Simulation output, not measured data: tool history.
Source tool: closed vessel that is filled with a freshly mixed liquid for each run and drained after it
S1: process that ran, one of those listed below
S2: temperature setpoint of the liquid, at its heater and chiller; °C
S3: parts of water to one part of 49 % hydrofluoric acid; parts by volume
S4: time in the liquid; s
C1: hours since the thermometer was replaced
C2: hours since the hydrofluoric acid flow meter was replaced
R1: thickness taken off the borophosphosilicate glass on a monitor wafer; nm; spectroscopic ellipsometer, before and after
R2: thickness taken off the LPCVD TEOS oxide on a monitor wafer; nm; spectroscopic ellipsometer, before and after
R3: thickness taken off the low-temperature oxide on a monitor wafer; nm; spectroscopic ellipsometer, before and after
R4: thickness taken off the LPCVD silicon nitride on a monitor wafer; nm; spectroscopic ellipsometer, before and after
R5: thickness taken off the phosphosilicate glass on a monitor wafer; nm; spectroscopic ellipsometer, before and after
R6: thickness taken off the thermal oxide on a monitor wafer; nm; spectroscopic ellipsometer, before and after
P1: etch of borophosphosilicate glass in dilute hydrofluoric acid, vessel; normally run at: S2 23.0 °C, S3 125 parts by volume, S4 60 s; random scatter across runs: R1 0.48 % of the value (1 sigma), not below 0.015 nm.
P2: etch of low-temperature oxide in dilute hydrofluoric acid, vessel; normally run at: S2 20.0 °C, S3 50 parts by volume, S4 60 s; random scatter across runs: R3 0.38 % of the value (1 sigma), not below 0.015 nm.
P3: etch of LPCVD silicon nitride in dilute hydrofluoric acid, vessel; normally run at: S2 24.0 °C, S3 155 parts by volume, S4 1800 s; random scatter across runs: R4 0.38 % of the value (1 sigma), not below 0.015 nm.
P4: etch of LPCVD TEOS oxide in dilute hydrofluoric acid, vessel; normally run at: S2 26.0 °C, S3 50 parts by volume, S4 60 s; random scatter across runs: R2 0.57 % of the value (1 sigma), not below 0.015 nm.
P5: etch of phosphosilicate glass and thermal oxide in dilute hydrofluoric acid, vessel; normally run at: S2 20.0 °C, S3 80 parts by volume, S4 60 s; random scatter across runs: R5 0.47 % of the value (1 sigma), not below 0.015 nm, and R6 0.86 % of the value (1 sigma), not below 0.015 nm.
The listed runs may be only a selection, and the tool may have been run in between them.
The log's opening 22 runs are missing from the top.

At hour 87.8: hydrofluoric acid flow meter replaced.
Run 23, hour 90.7: S1 P3, S2 24.0 °C, S3 155 parts by volume, S4 1800 s; C1 1083.1; C2 3.0. Result: R4 5.3118 nm.
Run 24, hour 94.8: S1 P1, S2 17.0 °C, S3 125 parts by volume, S4 60 s; C1 1087.2; C2 7.1. Result: R1 16.402 nm.
Run 25, hour 97.8: S1 P1, S2 23.0 °C, S3 60 parts by volume, S4 60 s; C1 1090.2; C2 10.1. Result: R1 47.017 nm.
Run 26, hour 100.9: S1 P1, S2 31.5 °C, S3 125 parts by volume, S4 60 s; C1 1093.3; C2 13.2. Result: R1 29.025 nm.
Run 27, hour 105.7: S1 P5, S2 20.0 °C, S3 80 parts by volume, S4 60 s; C1 1098.1; C2 18.0. Result: R5 129.680 nm, R6 3.1305 nm.
Run 28, hour 110.0: S1 P4, S2 26.0 °C, S3 20 parts by volume, S4 60 s; C1 1102.4; C2 22.3. Result: R2 114.090 nm.
Run 29, hour 112.5: S1 P1, S2 23.0 °C, S3 210 parts by volume, S4 60 s; C1 1104.9; C2 24.8. Result: R1 11.432 nm.
Run 30, hour 115.0: S1 P1, S2 29.5 °C, S3 175 parts by volume, S4 60 s; C1 1107.4; C2 27.3. Result: R1 18.041 nm.
Run 31, hour 119.4: S1 P1, S2 23.0 °C, S3 125 parts by volume, S4 60 s; C1 1111.8; C2 31.7. Result: R1 20.872 nm.
Run 32, hour 123.7: S1 P3, S2 28.5 °C, S3 155 parts by volume, S4 1800 s; C1 1116.1; C2 36.0. Result: R4 7.0759 nm.
Run 33, hour 126.3: S1 P4, S2 26.0 °C, S3 50 parts by volume, S4 60 s; C1 1118.7; C2 38.6. Result: R2 43.872 nm.
Run 34, hour 131.3: S1 P5, S2 17.0 °C, S3 80 parts by volume, S4 60 s; C1 1123.7; C2 43.6. Result: R5 113.840 nm, R6 2.7105 nm.
Run 35, hour 135.2: S1 P1, S2 23.0 °C, S3 125 parts by volume, S4 60 s; C1 1127.6; C2 47.5. Result: R1 20.960 nm.
Run 36, hour 139.8: S1 P1, S2 23.0 °C, S3 125 parts by volume, S4 60 s; C1 1132.2; C2 52.1. Result: R1 21.733 nm.
Run 37, hour 142.3: S1 P1, S2 23.0 °C, S3 125 parts by volume, S4 60 s; C1 1134.7; C2 54.6. Result: R1 21.827 nm.
Run 38, hour 147.0: S1 P1, S2 23.0 °C, S3 125 parts by volume, S4 60 s; C1 1139.4; C2 59.3. Result: R1 21.930 nm.
Run 39, hour 150.3: S1 P1, S2 23.0 °C, S3 125 parts by volume, S4 60 s; C1 1142.7; C2 62.6. Result: R1 22.384 nm.

Run 40 is up next; what results do you expect?
Run 40, hour 154.1: S1 P1, S2 23.0 °C, S3 125 parts by volume, S4 60 s; C1 1146.5; C2 66.4. Result: R1 ?.

{"run 40": {"R1": 22.287}}
